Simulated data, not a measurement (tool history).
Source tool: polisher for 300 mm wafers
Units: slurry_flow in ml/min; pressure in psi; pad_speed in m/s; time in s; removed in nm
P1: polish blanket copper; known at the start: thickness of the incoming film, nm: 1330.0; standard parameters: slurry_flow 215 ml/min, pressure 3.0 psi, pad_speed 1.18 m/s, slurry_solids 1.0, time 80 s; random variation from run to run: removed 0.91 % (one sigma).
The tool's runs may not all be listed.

run,day,slurry_flow,pressure,pad_speed,slurry_solids,time,wafers polished on this pad,hours since the slurry nozzle was cleaned,hours since the head pressure was calibrated,hours since the slurry blender was calibrated,removed
1,0.633,215,3.0,1.18,1.0,80,561,410.1,104.1,88.4,345.350
2,1.058,215,3.0,1.18,1.0,80,642,420.3,114.3,98.6,352.290
3,1.483,215,3.0,1.88,1.0,80,723,430.5,124.5,108.8,552.200
4,1.871,215,1.4,1.18,1.0,80,798,439.8,133.8,118.1,162.050
5,2.346,215,3.0,1.18,1.0,123,888,451.2,145.2,129.5,533.150
6,2.700,215,3.0,1.18,1.5,80,956,459.7,153.7,138.0,372.860
7,3.192,215,4.3,1.18,1.0,80,1050,471.5,165.5,149.8,501.030
8,3.862,280,3.0,1.18,1.0,80,1179,487.6,181.6,165.9,357.030
9,4.508,215,3.0,1.18,0.5,80,1303,503.1,197.1,181.4,297.500
10,5.125,215,1.4,0.68,1.0,80,1421,517.9,211.9,196.2,92.887
11,5.638,215,3.0,0.74,1.0,124,1519,530.2,224.2,208.5,332.300
12,6.029,215,3.0,0.68,1.0,80,1594,539.6,233.6,217.9,197.210
13,6.600,215,3.8,1.18,0.6,80,1703,553.3,247.3,231.6,393.510
# day 6.979: head pressure recalibrated
14,7.117,130,3.0,1.18,1.0,80,1802,565.7,3.3,244.0,318.880
15,7.475,215,3.0,1.18,1.0,50,1871,574.3,11.9,252.6,217.310
16,7.896,215,3.0,1.18,1.0,80,1951,584.4,22.0,262.7,353.670
17,8.450,215,3.0,1.18,1.0,80,2057,597.7,35.3,276.0,345.700
18,9.017,215,3.0,1.18,1.0,80,2166,611.3,48.9,289.6,347.700
19,9.321,215,3.0,1.18,1.0,80,2224,618.6,56.2,296.9,344.110
20,9.779,215,3.0,1.18,1.0,80,2312,629.6,67.2,307.9,340.450
21,10.196,215,3.0,1.18,1.0,80,2392,639.6,77.2,317.9,329.910
22,10.642,215,3.0,1.18,1.0,80,2477,650.3,87.9,328.6,322.600
# day 10.871: head pressure recalibrated
23,10.954,215,3.0,1.18,1.0,80,2537,657.8,2.1,336.1,333.260
# day 11.112: worn pad replaced by a new one
24,11.454,215,3.0,1.18,1.0,80,66,669.8,14.1,348.1,329.860
25,12.046,215,3.0,1.18,1.0,80,179,684.0,28.3,362.3,317.950
26,12.675,215,3.0,1.18,1.0,80,299,699.1,43.4,377.4,323.760

Compared with where it was, what P1 gives has crept away. Each cause listed below fits the log as well as the rest, at the size given for it:
A: abrasive missing from the slurry, % = 30.5
B: slurry flow missing at the pad, % = 38.3
The creep began at about day 9.017.
Each remaining cause and why it is not a fit:
removal rate lost through wear of the pad, %: its service at day 11.112 followed the start of the drift and did not put the process back to its old value
head's pressure below its setpoint, %: its service at day 10.871 followed the start of the drift and did not put the process back to its old value

Which of the check runs below tells the causes apart, meaning the causes would give it clearly different results? Each run uses 3 wafers whose results are averaged, and each result is shown as a question mark.
check 1,13.304,215,3.0,0.90,1.0,80,,,,,?
check 2,13.304,215,3.0,1.84,1.0,80,,,,,?
check 3,13.304,215,1.6,1.18,1.0,121,,,,,?
check 4,13.304,130,3.0,1.80,1.0,80,,,,,?

Check results expected under each cause:
check,result,if A,if B
check 1,removed,245.080,245.130
check 2,removed,501.060,501.150
check 3,removed,259.210,259.260
check 4,removed,452.460,433.090
Gap, in per cent, between the two causes that each check separates least, read from the result that separates them most: check 1 0.02 %; check 2 0.02 %; check 3 0.02 %; check 4 4.37 %
Only in check 4 would the causes give clearly different results; in the remaining checks their results would be nearly the same.

Check 4 was carried out, with these results: removed 430.980 nm. Which of the listed causes is responsible?

It was cause B: slurry flow missing at the pad, %.
